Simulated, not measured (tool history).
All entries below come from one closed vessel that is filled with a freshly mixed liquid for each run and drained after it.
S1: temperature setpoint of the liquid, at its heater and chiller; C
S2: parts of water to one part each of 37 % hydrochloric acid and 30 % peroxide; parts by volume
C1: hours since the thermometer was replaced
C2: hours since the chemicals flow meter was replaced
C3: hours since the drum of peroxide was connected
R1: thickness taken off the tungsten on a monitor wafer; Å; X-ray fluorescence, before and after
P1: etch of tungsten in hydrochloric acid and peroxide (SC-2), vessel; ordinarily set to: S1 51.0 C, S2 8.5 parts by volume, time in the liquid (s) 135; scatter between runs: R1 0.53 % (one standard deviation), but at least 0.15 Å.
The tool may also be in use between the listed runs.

Run 1, hour 12.1: S1 51.0 C, S2 8.5 parts by volume, time in the liquid (s) 135; C1 965.4; C2 1288.3; C3 736.4. Result: R1 355.550 Å.
Run 2, hour 23.3: S1 51.0 C, S2 14.5 parts by volume, time in the liquid (s) 135; C1 976.6; C2 1299.5; C3 747.6. Result: R1 225.620 Å.
Run 3, hour 33.2: S1 51.0 C, S2 8.5 parts by volume, time in the liquid (s) 30; C1 986.5; C2 1309.4; C3 757.5. Result: R1 78.222 Å.
Run 4, hour 46.9: S1 51.0 C, S2 8.5 parts by volume, time in the liquid (s) 135; C1 1000.2; C2 1323.1; C3 771.2. Result: R1 354.330 Å.
Run 5, hour 60.3: S1 51.0 C, S2 8.5 parts by volume, time in the liquid (s) 135; C1 1013.6; C2 1336.5; C3 784.6. Result: R1 354.530 Å.
Run 6, hour 68.2: S1 51.0 C, S2 8.5 parts by volume, time in the liquid (s) 135; C1 1021.5; C2 1344.4; C3 792.5. Result: R1 351.100 Å.
Run 7, hour 74.6: S1 36.5 C, S2 8.5 parts by volume, time in the liquid (s) 135; C1 1027.9; C2 1350.8; C3 798.9. Result: R1 127.960 Å.
At hour 84.9: new drum of peroxide connected.
Run 8, hour 86.3: S1 64.5 C, S2 8.5 parts by volume, time in the liquid (s) 235; C1 1039.6; C2 1362.5; C3 1.5. Result: R1 1453.000 Å.
Run 9, hour 100.0: S1 51.0 C, S2 8.5 parts by volume, time in the liquid (s) 255; C1 1053.3; C2 1376.2; C3 15.2. Result: R1 673.630 Å.
Run 10, hour 111.8: S1 67.0 C, S2 8.5 parts by volume, time in the liquid (s) 135; C1 1065.1; C2 1388.0; C3 27.0. Result: R1 976.320 Å.
Run 11, hour 125.1: S1 51.0 C, S2 5.0 parts by volume, time in the liquid (s) 55; C1 1078.4; C2 1401.3; C3 40.3. Result: R1 216.320 Å.
Run 12, hour 136.4: S1 51.0 C, S2 4.0 parts by volume, time in the liquid (s) 135; C1 1089.7; C2 1412.6; C3 51.6. Result: R1 617.890 Å.
Run 13, hour 147.5: S1 51.0 C, S2 8.5 parts by volume, time in the liquid (s) 135; C1 1100.8; C2 1423.7; C3 62.7. Result: R1 355.640 Å.
Run 14, hour 158.7: S1 51.0 C, S2 8.5 parts by volume, time in the liquid (s) 135; C1 1112.0; C2 1434.9; C3 73.9. Result: R1 351.050 Å.
Run 15, hour 172.1: S1 51.0 C, S2 8.5 parts by volume, time in the liquid (s) 135; C1 1125.4; C2 1448.3; C3 87.3. Result: R1 364.990 Å.

Expected results for the next run?
Run 16, hour 183.6: S1 51.0 C, S2 8.5 parts by volume, time in the liquid (s) 135; C1 1136.9; C2 1459.8; C3 98.8. Result: R1 ?.

{"run 16": {"R1": 378.92}}
